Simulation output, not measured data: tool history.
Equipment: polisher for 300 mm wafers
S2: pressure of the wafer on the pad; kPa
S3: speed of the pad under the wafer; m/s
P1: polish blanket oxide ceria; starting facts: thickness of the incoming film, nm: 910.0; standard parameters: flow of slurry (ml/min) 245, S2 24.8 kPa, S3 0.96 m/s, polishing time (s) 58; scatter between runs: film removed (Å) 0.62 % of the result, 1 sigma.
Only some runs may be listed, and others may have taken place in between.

run 1 hour=10.3 | flow_of_slurry_(ml/min)=245 S2=24.8 S3=0.96 polishing_time_(s)=58 | film_removed_(Å)=2778.3
run 2 hour=22.5 | flow_of_slurry_(ml/min)=245 S2=34.5 S3=0.96 polishing_time_(s)=84 | film_removed_(Å)=5638.1
run 3 hour=39.2 | flow_of_slurry_(ml/min)=245 S2=24.8 S3=0.96 polishing_time_(s)=58 | film_removed_(Å)=2800.6
run 4 hour=51.4 | flow_of_slurry_(ml/min)=245 S2=24.8 S3=0.96 polishing_time_(s)=26 | film_removed_(Å)=1257.9
-- hour=61.3 slurry nozzle cleaned
run 5 hour=66.7 | flow_of_slurry_(ml/min)=145 S2=24.8 S3=0.96 polishing_time_(s)=58 | film_removed_(Å)=2573.4
run 6 hour=81.3 | flow_of_slurry_(ml/min)=245 S2=17.9 S3=0.96 polishing_time_(s)=58 | film_removed_(Å)=2019.4
run 7 hour=90.6 | flow_of_slurry_(ml/min)=245 S2=24.8 S3=0.96 polishing_time_(s)=58 | film_removed_(Å)=2778.4
run 8 hour=108.5 | flow_of_slurry_(ml/min)=245 S2=24.8 S3=0.96 polishing_time_(s)=58 | film_removed_(Å)=2826.0
run 9 hour=118.0 | flow_of_slurry_(ml/min)=385 S2=24.8 S3=0.96 polishing_time_(s)=58 | film_removed_(Å)=2892.2
run 10 hour=132.7 | flow_of_slurry_(ml/min)=245 S2=24.8 S3=1.38 polishing_time_(s)=58 | film_removed_(Å)=3996.7
run 11 hour=144.9 | flow_of_slurry_(ml/min)=245 S2=24.8 S3=0.68 polishing_time_(s)=58 | film_removed_(Å)=1967.2
run 12 hour=159.5 | flow_of_slurry_(ml/min)=245 S2=24.8 S3=0.96 polishing_time_(s)=88 | film_removed_(Å)=4167.0
-- hour=165.9 worn pad replaced by a new one
run 13 hour=173.6 | flow_of_slurry_(ml/min)=245 S2=36.5 S3=0.96 polishing_time_(s)=82 | film_removed_(Å)=5825.4
run 14 hour=184.1 | flow_of_slurry_(ml/min)=245 S2=24.8 S3=0.96 polishing_time_(s)=58 | film_removed_(Å)=2777.1
run 15 hour=197.9 | flow_of_slurry_(ml/min)=245 S2=38.6 S3=0.96 polishing_time_(s)=58 | film_removed_(Å)=4308.3
run 16 hour=205.9 | flow_of_slurry_(ml/min)=245 S2=24.8 S3=0.96 polishing_time_(s)=58 | film_removed_(Å)=2806.4
run 17 hour=218.8 | flow_of_slurry_(ml/min)=245 S2=24.8 S3=0.96 polishing_time_(s)=58 | film_removed_(Å)=2819.3
run 18 hour=227.6 | flow_of_slurry_(ml/min)=245 S2=24.8 S3=0.96 polishing_time_(s)=58 | film_removed_(Å)=2744.7
run 19 hour=237.2 | flow_of_slurry_(ml/min)=245 S2=24.8 S3=0.96 polishing_time_(s)=58 | film_removed_(Å)=2728.8
run 20 hour=254.3 | flow_of_slurry_(ml/min)=245 S2=24.8 S3=0.96 polishing_time_(s)=58 | film_removed_(Å)=2675.1
run 21 hour=264.7 | flow_of_slurry_(ml/min)=245 S2=24.8 S3=0.96 polishing_time_(s)=58 | film_removed_(Å)=2692.0
run 22 hour=278.6 | flow_of_slurry_(ml/min)=245 S2=24.8 S3=0.96 polishing_time_(s)=58 | film_removed_(Å)=2675.6
run 23 hour=287.1 | flow_of_slurry_(ml/min)=245 S2=24.8 S3=0.96 polishing_time_(s)=58 | film_removed_(Å)=2670.4
run 24 hour=298.5 | flow_of_slurry_(ml/min)=245 S2=24.8 S3=0.96 polishing_time_(s)=58 | film_removed_(Å)=2714.1
-- hour=310.7 worn pad replaced by a new one
run 25 hour=313.5 | flow_of_slurry_(ml/min)=245 S2=24.8 S3=0.96 polishing_time_(s)=58 | film_removed_(Å)=2712.7
run 26 hour=328.5 | flow_of_slurry_(ml/min)=245 S2=24.8 S3=0.96 polishing_time_(s)=58 | film_removed_(Å)=2690.1
run 27 hour=345.4 | flow_of_slurry_(ml/min)=245 S2=24.8 S3=0.96 polishing_time_(s)=58 | film_removed_(Å)=2677.7
run 28 hour=363.0 | flow_of_slurry_(ml/min)=245 S2=24.8 S3=0.96 polishing_time_(s)=58 | film_removed_(Å)=2680.0

P1 has crept away from where it was. The log is fitted equally well by each of these 2 causes, at the sizes shown:
A: head's pressure below its setpoint, % = 3.93
B: slurry flow missing at the pad, % = 27
At approximately hour 218.8, the process output began to creep.
All other causes, with the reason each is excluded:
removal rate lost through wear of the pad, %: serviced at hour 310.7, after the change had begun; the process did not return to its earlier output

Which of the 4 check runs listed below, each an average over 5 wafers with its results shown as question marks, gives clearly different results under the different listed causes?
run check 1 hour=380.6 | flow_of_slurry_(ml/min)=150 S2=24.8 S3=0.96 polishing_time_(s)=83 | film_removed_(Å)=?
run check 2 hour=380.6 | flow_of_slurry_(ml/min)=245 S2=24.8 S3=1.36 polishing_time_(s)=73 | film_removed_(Å)=?
run check 3 hour=380.6 | flow_of_slurry_(ml/min)=245 S2=33.1 S3=1.34 polishing_time_(s)=58 | film_removed_(Å)=?
run check 4 hour=380.6 | flow_of_slurry_(ml/min)=245 S2=34.5 S3=0.96 polishing_time_(s)=88 | film_removed_(Å)=?

What every check run would give for each of its results, assuming each possible cause in turn:
check=check_1 result=film_removed_(Å) if_A=3577.6 if_B=3495.8
check=check_2 result=film_removed_(Å) if_A=4772.8 if_B=4772.5
check=check_3 result=film_removed_(Å) if_A=4981.7 if_B=4981.5
check=check_4 result=film_removed_(Å) if_A=5640.7 if_B=5640.3
Separation of the two closest causes in each check, using whichever result separates them best: check 1 2.31 %; check 2 0.01 %; check 3 0.01 %; check 4 0.01 %
The causes can be told apart only by check 1. The other checks would give nearly the same results under each of them.

Check 1 was carried out, with these results: film removed (Å) 3492.9. Which of the listed causes is responsible?

It was cause B: slurry flow missing at the pad, %.

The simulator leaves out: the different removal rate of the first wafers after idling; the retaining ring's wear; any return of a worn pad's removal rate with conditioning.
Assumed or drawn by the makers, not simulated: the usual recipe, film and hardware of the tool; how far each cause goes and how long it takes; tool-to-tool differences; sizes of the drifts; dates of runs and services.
